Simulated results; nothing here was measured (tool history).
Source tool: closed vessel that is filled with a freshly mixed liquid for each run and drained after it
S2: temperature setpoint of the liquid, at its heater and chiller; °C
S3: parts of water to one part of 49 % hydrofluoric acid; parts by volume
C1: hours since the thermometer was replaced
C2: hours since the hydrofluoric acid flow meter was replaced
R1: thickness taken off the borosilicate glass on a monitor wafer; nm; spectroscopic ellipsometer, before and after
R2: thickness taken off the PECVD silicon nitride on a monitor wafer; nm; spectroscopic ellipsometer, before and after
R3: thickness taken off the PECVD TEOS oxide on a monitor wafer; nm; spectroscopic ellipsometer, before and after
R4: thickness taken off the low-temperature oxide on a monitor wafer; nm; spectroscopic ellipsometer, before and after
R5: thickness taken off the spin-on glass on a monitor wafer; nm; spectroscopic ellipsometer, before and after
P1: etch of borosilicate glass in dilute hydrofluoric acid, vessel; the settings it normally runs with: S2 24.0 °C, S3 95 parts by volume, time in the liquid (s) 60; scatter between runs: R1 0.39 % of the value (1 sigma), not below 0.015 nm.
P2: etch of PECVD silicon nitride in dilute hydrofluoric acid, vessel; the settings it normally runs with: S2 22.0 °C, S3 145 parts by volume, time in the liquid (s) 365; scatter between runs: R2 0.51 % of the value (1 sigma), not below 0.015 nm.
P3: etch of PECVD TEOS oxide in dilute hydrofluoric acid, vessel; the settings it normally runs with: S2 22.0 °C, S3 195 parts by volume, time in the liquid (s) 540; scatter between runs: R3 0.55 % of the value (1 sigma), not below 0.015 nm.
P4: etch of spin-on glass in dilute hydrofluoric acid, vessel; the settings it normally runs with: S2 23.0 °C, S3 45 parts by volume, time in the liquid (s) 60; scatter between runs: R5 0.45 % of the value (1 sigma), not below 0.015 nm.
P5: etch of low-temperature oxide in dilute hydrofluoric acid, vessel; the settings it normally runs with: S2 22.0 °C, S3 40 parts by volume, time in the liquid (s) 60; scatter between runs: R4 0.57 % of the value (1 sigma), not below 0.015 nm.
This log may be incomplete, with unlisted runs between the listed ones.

Run 1, day 0.162: process that ran P1, S2 24.0 °C, S3 95 parts by volume, time in the liquid (s) 60; C1 291.8; C2 1115.7. Result: R1 21.671 nm.
Run 2, day 0.317: process that ran P1, S2 24.0 °C, S3 95 parts by volume, time in the liquid (s) 60; C1 295.5; C2 1119.4. Result: R1 21.490 nm.
Run 3, day 0.588: process that ran P1, S2 24.0 °C, S3 95 parts by volume, time in the liquid (s) 30; C1 302.0; C2 1125.9. Result: R1 10.816 nm.
Run 4, day 0.858: process that ran P2, S2 22.0 °C, S3 145 parts by volume, time in the liquid (s) 365; C1 308.5; C2 1132.4. Result: R2 5.8124 nm.
Run 5, day 1.033: process that ran P3, S2 22.0 °C, S3 195 parts by volume, time in the liquid (s) 65; C1 312.7; C2 1136.6. Result: R3 4.7755 nm.
Run 6, day 1.246: process that ran P1, S2 24.0 °C, S3 160 parts by volume, time in the liquid (s) 60; C1 317.8; C2 1141.7. Result: R1 11.960 nm.
Run 7, day 1.562: process that ran P1, S2 31.5 °C, S3 95 parts by volume, time in the liquid (s) 60; C1 325.4; C2 1149.3. Result: R1 28.612 nm.
Run 8, day 1.738: process that ran P2, S2 22.0 °C, S3 145 parts by volume, time in the liquid (s) 135; C1 329.6; C2 1153.5. Result: R2 2.1530 nm.
Run 9, day 1.892: process that ran P1, S2 24.0 °C, S3 45 parts by volume, time in the liquid (s) 60; C1 333.3; C2 1157.2. Result: R1 48.736 nm.
Run 10, day 2.096: process that ran P5, S2 22.0 °C, S3 70 parts by volume, time in the liquid (s) 60; C1 338.2; C2 1162.1. Result: R4 13.382 nm.
Run 11, day 2.292: process that ran P2, S2 30.0 °C, S3 145 parts by volume, time in the liquid (s) 365; C1 342.9; C2 1166.8. Result: R2 9.7836 nm.
Run 12, day 2.621: process that ran P1, S2 24.0 °C, S3 95 parts by volume, time in the liquid (s) 60; C1 350.8; C2 1174.7. Result: R1 21.610 nm.
Run 13, day 2.829: process that ran P1, S2 27.5 °C, S3 95 parts by volume, time in the liquid (s) 100; C1 355.8; C2 1179.7. Result: R1 41.144 nm.
Run 14, day 3.088: process that ran P5, S2 22.0 °C, S3 40 parts by volume, time in the liquid (s) 60; C1 362.0; C2 1185.9. Result: R4 24.292 nm.
Run 15, day 3.325: process that ran P1, S2 24.0 °C, S3 95 parts by volume, time in the liquid (s) 60; C1 367.7; C2 1191.6. Result: R1 21.507 nm.
Run 16, day 3.488: process that ran P2, S2 22.0 °C, S3 220 parts by volume, time in the liquid (s) 365; C1 371.6; C2 1195.5. Result: R2 3.8699 nm.
Run 17, day 3.662: process that ran P3, S2 17.0 °C, S3 195 parts by volume, time in the liquid (s) 540; C1 375.8; C2 1199.7. Result: R3 32.6290 nm.
Run 18, day 3.983: process that ran P4, S2 18.5 °C, S3 45 parts by volume, time in the liquid (s) 60; C1 383.5; C2 1207.4. Result: R5 35.970 nm.
At day 4.108: hydrofluoric acid flow meter replaced.
Run 19, day 4.175: process that ran P5, S2 18.5 °C, S3 40 parts by volume, time in the liquid (s) 60; C1 388.1; C2 1.6. Result: R4 20.910 nm.
Run 20, day 4.321: process that ran P1, S2 27.5 °C, S3 155 parts by volume, time in the liquid (s) 60; C1 391.6; C2 5.1. Result: R1 14.014 nm.
Run 21, day 4.542: process that ran P3, S2 22.0 °C, S3 195 parts by volume, time in the liquid (s) 540; C1 396.9; C2 10.4. Result: R3 39.8670 nm.
Run 22, day 4.858: process that ran P1, S2 24.0 °C, S3 95 parts by volume, time in the liquid (s) 60; C1 404.5; C2 18.0. Result: R1 21.498 nm.
Run 23, day 5.054: process that ran P4, S2 23.0 °C, S3 45 parts by volume, time in the liquid (s) 30; C1 409.2; C2 22.7. Result: R5 21.630 nm.
Run 24, day 5.300: process that ran P1, S2 17.0 °C, S3 95 parts by volume, time in the liquid (s) 60; C1 415.1; C2 28.6. Result: R1 16.234 nm.
Run 25, day 5.450: process that ran P5, S2 22.0 °C, S3 40 parts by volume, time in the liquid (s) 90; C1 418.7; C2 32.2. Result: R4 36.263 nm.
Run 26, day 5.633: process that ran P1, S2 24.0 °C, S3 95 parts by volume, time in the liquid (s) 115; C1 423.1; C2 36.6. Result: R1 41.425 nm.
Run 27, day 5.788: process that ran P4, S2 23.0 °C, S3 45 parts by volume, time in the liquid (s) 60; C1 426.8; C2 40.3. Result: R5 43.224 nm.
Run 28, day 5.983: process that ran P3, S2 22.0 °C, S3 355 parts by volume, time in the liquid (s) 540; C1 431.5; C2 45.0. Result: R3 18.5170 nm.
Run 29, day 6.217: process that ran P5, S2 22.0 °C, S3 40 parts by volume, time in the liquid (s) 60; C1 437.1; C2 50.6. Result: R4 24.494 nm.
Run 30, day 6.404: process that ran P1, S2 24.0 °C, S3 95 parts by volume, time in the liquid (s) 60; C1 441.6; C2 55.1. Result: R1 21.532 nm.
Run 31, day 6.625: process that ran P1, S2 30.0 °C, S3 135 parts by volume, time in the liquid (s) 60; C1 446.9; C2 60.4. Result: R1 18.024 nm.
Run 32, day 6.925: process that ran P4, S2 23.0 °C, S3 20 parts by volume, time in the liquid (s) 60; C1 454.1; C2 67.6. Result: R5 100.240 nm.
Run 33, day 7.138: process that ran P4, S2 23.0 °C, S3 45 parts by volume, time in the liquid (s) 60; C1 459.2; C2 72.7. Result: R5 43.384 nm.
Run 34, day 7.404: process that ran P1, S2 24.0 °C, S3 95 parts by volume, time in the liquid (s) 60; C1 465.6; C2 79.1. Result: R1 21.437 nm.
Run 35, day 7.575: process that ran P1, S2 24.0 °C, S3 95 parts by volume, time in the liquid (s) 60; C1 469.7; C2 83.2. Result: R1 21.047 nm.
Run 36, day 7.758: process that ran P1, S2 24.0 °C, S3 95 parts by volume, time in the liquid (s) 60; C1 474.1; C2 87.6. Result: R1 20.724 nm.
Run 37, day 7.925: process that ran P1, S2 24.0 °C, S3 95 parts by volume, time in the liquid (s) 60; C1 478.1; C2 91.6. Result: R1 20.474 nm.
Run 38, day 8.142: process that ran P1, S2 24.0 °C, S3 95 parts by volume, time in the liquid (s) 60; C1 483.3; C2 96.8. Result: R1 20.255 nm.
Run 39, day 8.288: process that ran P1, S2 24.0 °C, S3 95 parts by volume, time in the liquid (s) 60; C1 486.8; C2 100.3. Result: R1 20.243 nm.
Run 40, day 8.496: process that ran P1, S2 24.0 °C, S3 95 parts by volume, time in the liquid (s) 60; C1 491.8; C2 105.3. Result: R1 20.021 nm.
Run 41, day 8.700: process that ran P1, S2 24.0 °C, S3 95 parts by volume, time in the liquid (s) 60; C1 496.7; C2 110.2. Result: R1 20.046 nm.
Run 42, day 8.904: process that ran P1, S2 24.0 °C, S3 95 parts by volume, time in the liquid (s) 60; C1 501.6; C2 115.1. Result: R1 19.988 nm.
Run 43, day 9.112: process that ran P1, S2 24.0 °C, S3 95 parts by volume, time in the liquid (s) 60; C1 506.6; C2 120.1. Result: R1 19.901 nm.
Run 44, day 9.308: process that ran P1, S2 24.0 °C, S3 95 parts by volume, time in the liquid (s) 60; C1 511.3; C2 124.8. Result: R1 19.863 nm.
Run 45, day 9.558: process that ran P1, S2 24.0 °C, S3 95 parts by volume, time in the liquid (s) 60; C1 517.3; C2 130.8. Result: R1 19.887 nm.

P1 has crept away from where it was. The log is fitted equally well by each of these 2 causes, at the sizes shown:
A: hydrofluoric acid flow below the setpoint (%) = 6.92
B: liquid colder than its thermometer reads (K) = 2.01
The creep began at about day 7.404.

Which of the 4 check runs listed below separates the causes, so that each cause would produce a clearly different result? Each run uses one wafer, and its results are marked with question marks.
Run check 1, day 9.808: process that ran P2, S2 27.0 °C, S3 145 parts by volume, time in the liquid (s) 135. Result: R2 ?.
Run check 2, day 9.808: process that ran P4, S2 23.0 °C, S3 35 parts by volume, time in the liquid (s) 60. Result: R5 ?.
Run check 3, day 9.808: process that ran P5, S2 22.0 °C, S3 60 parts by volume, time in the liquid (s) 60. Result: R4 ?.
Run check 4, day 9.808: process that ran P3, S2 17.0 °C, S3 195 parts by volume, time in the liquid (s) 95. Result: R3 ?.

How each check would come out, cause by cause:
  check  result    if A    if B
check 1      R2  2.7796  2.6285
check 2      R5  52.405  51.886
check 3      R4  14.568  14.468
check 4      R3  5.2543  5.2740
Smallest distance between any two causes, each pair judged by its most separating result, in per cent: check 1 5.59 %; check 2 1 %; check 3 0.69 %; check 4 0.37 %
Of the check runs offered, only check 1 discriminates between the causes; the rest would read about the same regardless of which cause applies.

Here is what check 1 returned: R2 2.6181 nm. Which cause is it?

B is the cause: liquid colder than its thermometer reads (K).
